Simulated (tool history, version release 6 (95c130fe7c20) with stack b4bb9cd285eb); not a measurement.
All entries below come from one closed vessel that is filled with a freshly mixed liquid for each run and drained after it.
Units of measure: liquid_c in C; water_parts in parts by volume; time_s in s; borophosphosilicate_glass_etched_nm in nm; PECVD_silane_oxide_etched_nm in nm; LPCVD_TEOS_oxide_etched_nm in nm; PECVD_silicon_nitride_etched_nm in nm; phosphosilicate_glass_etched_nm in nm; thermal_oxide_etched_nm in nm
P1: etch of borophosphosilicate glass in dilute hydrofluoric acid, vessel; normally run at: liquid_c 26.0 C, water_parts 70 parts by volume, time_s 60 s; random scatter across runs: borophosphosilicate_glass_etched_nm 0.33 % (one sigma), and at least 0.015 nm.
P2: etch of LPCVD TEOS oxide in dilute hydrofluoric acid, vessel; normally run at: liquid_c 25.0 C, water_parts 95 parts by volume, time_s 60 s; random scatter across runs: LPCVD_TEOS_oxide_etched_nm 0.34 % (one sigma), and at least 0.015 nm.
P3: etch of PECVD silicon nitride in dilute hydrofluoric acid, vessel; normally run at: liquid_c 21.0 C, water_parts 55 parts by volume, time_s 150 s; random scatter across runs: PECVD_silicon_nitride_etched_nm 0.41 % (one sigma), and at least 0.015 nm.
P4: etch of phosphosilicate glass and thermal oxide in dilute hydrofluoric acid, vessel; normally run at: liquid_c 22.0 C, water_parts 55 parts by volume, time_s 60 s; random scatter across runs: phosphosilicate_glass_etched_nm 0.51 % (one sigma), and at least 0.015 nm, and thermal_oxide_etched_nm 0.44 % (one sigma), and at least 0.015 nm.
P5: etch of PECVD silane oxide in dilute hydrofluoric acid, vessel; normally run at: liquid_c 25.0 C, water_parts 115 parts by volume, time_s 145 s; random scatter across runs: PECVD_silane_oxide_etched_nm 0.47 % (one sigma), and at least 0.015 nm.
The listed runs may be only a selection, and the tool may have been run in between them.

| run | hour | process | liquid_c | water_parts | time_s | hours since the thermometer was replaced | hours since the hydrofluoric acid flow meter was replaced | borophosphosilicate_glass_etched_nm | PECVD_silane_oxide_etched_nm | LPCVD_TEOS_oxide_etched_nm | PECVD_silicon_nitride_etched_nm | phosphosilicate_glass_etched_nm | thermal_oxide_etched_nm |
|---|---|---|---|---|---|---|---|---|---|---|---|---|---|
| 1 | 2.3 | P1 | 26.0 | 70 | 60 | 918.2 | 1810.3 | 39.434 |  |  |  |  |  |
| 2 | 6.3 | P5 | 25.0 | 205 | 145 | 922.2 | 1814.3 |  | 11.553 |  |  |  |  |
| 3 | 8.3 | P2 | 25.0 | 95 | 30 | 924.2 | 1816.3 |  |  | 10.856 |  |  |  |
| 4 | 11.8 | P1 | 26.0 | 20 | 60 | 927.7 | 1819.8 | 149.810 |  |  |  |  |  |
| 5 | 15.9 | P3 | 26.5 | 55 | 150 | 931.8 | 1823.9 |  |  |  | 13.4700 |  |  |
| 6 | 18.6 | P5 | 18.0 | 115 | 145 | 934.5 | 1826.6 |  | 17.200 |  |  |  |  |
| 7 | 22.9 | P4 | 22.0 | 20 | 60 | 938.8 | 1830.9 |  |  |  |  | 275.310 | 13.7610 |
| 8 | 26.7 | P1 | 19.5 | 70 | 60 | 942.6 | 1834.7 | 30.509 |  |  |  |  |  |
| 9 | 28.9 | P5 | 25.0 | 115 | 145 | 944.8 | 1836.9 |  | 22.850 |  |  |  |  |
| 10 | 31.6 | P2 | 25.0 | 95 | 60 | 947.5 | 1839.6 |  |  | 21.705 |  |  |  |
| 11 | 34.3 | P4 | 22.0 | 55 | 60 | 950.2 | 1842.3 |  |  |  |  | 96.103 | 4.8274 |
| 12 | 38.5 | P3 | 21.0 | 55 | 150 | 954.4 | 1846.5 |  |  |  | 9.3350 |  |  |
| 13 | 42.8 | P1 | 30.5 | 70 | 60 | 958.7 | 1850.8 | 47.098 |  |  |  |  |  |
| 14 | 45.3 | P1 | 22.5 | 70 | 30 | 961.2 | 1853.3 | 17.177 |  |  |  |  |  |
| 15 | 49.2 | P1 | 26.0 | 70 | 60 | 965.1 | 1857.2 | 39.462 |  |  |  |  |  |
| 16 | 52.2 | P5 | 25.0 | 115 | 260 | 968.1 | 1860.2 |  | 40.504 |  |  |  |  |
| 17 | 54.2 | P2 | 25.0 | 170 | 60 | 970.1 | 1862.2 |  |  | 11.059 |  |  |  |
| 18 | 58.5 | P2 | 32.5 | 95 | 60 | 974.4 | 1866.5 |  |  | 28.790 |  |  |  |
| 19 | 61.5 | P1 | 26.0 | 70 | 100 | 977.4 | 1869.5 | 65.905 |  |  |  |  |  |
| 20 | 65.7 | P3 | 21.0 | 55 | 35 | 981.6 | 1873.7 |  |  |  | 2.1659 |  |  |
| 21 | 69.8 | P1 | 26.0 | 70 | 60 | 985.7 | 1877.8 | 39.595 |  |  |  |  |  |
| 22 | 72.0 | P1 | 26.0 | 95 | 60 | 987.9 | 1880.0 | 28.300 |  |  |  |  |  |
| 23 | 75.8 | P3 | 21.0 | 80 | 150 | 991.7 | 1883.8 |  |  |  | 6.4843 |  |  |
| 24 | 78.6 | P4 | 22.0 | 55 | 30 | 994.5 | 1886.6 |  |  |  |  | 47.860 | 2.4025 |
| 25 | 81.3 | P1 | 26.0 | 70 | 60 | 997.2 | 1889.3 | 39.582 |  |  |  |  |  |
| 26 | 83.6 | P1 | 26.0 | 70 | 60 | 999.5 | 1891.6 | 39.556 |  |  |  |  |  |
| 27 | 86.5 | P1 | 26.0 | 70 | 60 | 1002.4 | 1894.5 | 39.573 |  |  |  |  |  |
| 28 | 89.7 | P1 | 26.0 | 70 | 30 | 1005.6 | 1897.7 | 19.832 |  |  |  |  |  |
| 29 | 93.5 | P4 | 27.0 | 55 | 60 | 1009.4 | 1901.5 |  |  |  |  | 118.270 | 5.8474 |
| 30 | 97.0 | P1 | 26.0 | 70 | 60 | 1012.9 | 1905.0 | 39.568 |  |  |  |  |  |
| 31 | 100.3 | P1 | 26.0 | 70 | 60 | 1016.2 | 1908.3 | 38.637 |  |  |  |  |  |
| 32 | 104.5 | P1 | 26.0 | 70 | 60 | 1020.4 | 1912.5 | 37.785 |  |  |  |  |  |
| 33 | 108.5 | P1 | 26.0 | 70 | 60 | 1024.4 | 1916.5 | 37.138 |  |  |  |  |  |
| 34 | 112.0 | P1 | 26.0 | 70 | 60 | 1027.9 | 1920.0 | 37.115 |  |  |  |  |  |
| 35 | 114.8 | P1 | 26.0 | 70 | 60 | 1030.7 | 1922.8 | 36.891 |  |  |  |  |  |
| 36 | 118.9 | P1 | 26.0 | 70 | 60 | 1034.8 | 1926.9 | 36.589 |  |  |  |  |  |
| 37 | 122.7 | P1 | 26.0 | 70 | 60 | 1038.6 | 1930.7 | 36.419 |  |  |  |  |  |
| 38 | 126.4 | P1 | 26.0 | 70 | 60 | 1042.3 | 1934.4 | 36.411 |  |  |  |  |  |
| 39 | 130.0 | P1 | 26.0 | 70 | 60 | 1045.9 | 1938.0 | 36.239 |  |  |  |  |  |
| 40 | 132.7 | P1 | 26.0 | 70 | 60 | 1048.6 | 1940.7 | 36.377 |  |  |  |  |  |
| 41 | 136.0 | P1 | 26.0 | 70 | 60 | 1051.9 | 1944.0 | 36.171 |  |  |  |  |  |

The output of P1 has drifted from where it used to be. Each of the 2 causes below, taken at the size shown beside it, accounts for the log equally well:
A: hydrofluoric acid flow below the setpoint (%) = 7.72
B: liquid colder than its thermometer reads (K) = 2.2
The gradual shift began around hour 97.0.

Of the 4 check runs listed below, each run on one wafer and each result written as a question mark, which would let you distinguish the listed causes because they would give clearly different results?
| check 1 | 139.3 | P5 | 25.0 | 115 | 145 |  |  |  | ? |  |  |  |  |
| check 2 | 139.3 | P2 | 25.0 | 95 | 60 |  |  |  |  | ? |  |  |  |
| check 3 | 139.3 | P4 | 22.0 | 55 | 60 |  |  |  |  |  |  | ? | ? |
| check 4 | 139.3 | P3 | 21.0 | 55 | 150 |  |  |  |  |  | ? |  |  |

Outcome of each check run for each possible cause:
| check | result | if A | if B |
|---|---|---|---|
| check 1 | PECVD_silane_oxide_etched_nm | 20.731 | 20.851 |
| check 2 | LPCVD_TEOS_oxide_etched_nm | 19.852 | 19.908 |
| check 3 | phosphosilicate_glass_etched_nm | 87.610 | 87.054 |
| check 3 | thermal_oxide_etched_nm | 4.3883 | 4.3604 |
| check 4 | PECVD_silicon_nitride_etched_nm | 8.6458 | 8.0269 |
Separation of the two closest causes in each check, using whichever result separates them best: check 1 0.58 %; check 2 0.28 %; check 3 0.64 %; check 4 7.43 %
Only check 4 tells the causes apart: in the others they would give nearly the same result.

With check 4 done, the readings were: PECVD_silicon_nitride_etched_nm 8.0516 nm. Identify which of the listed causes applies.

It is B: liquid colder than its thermometer reads (K).

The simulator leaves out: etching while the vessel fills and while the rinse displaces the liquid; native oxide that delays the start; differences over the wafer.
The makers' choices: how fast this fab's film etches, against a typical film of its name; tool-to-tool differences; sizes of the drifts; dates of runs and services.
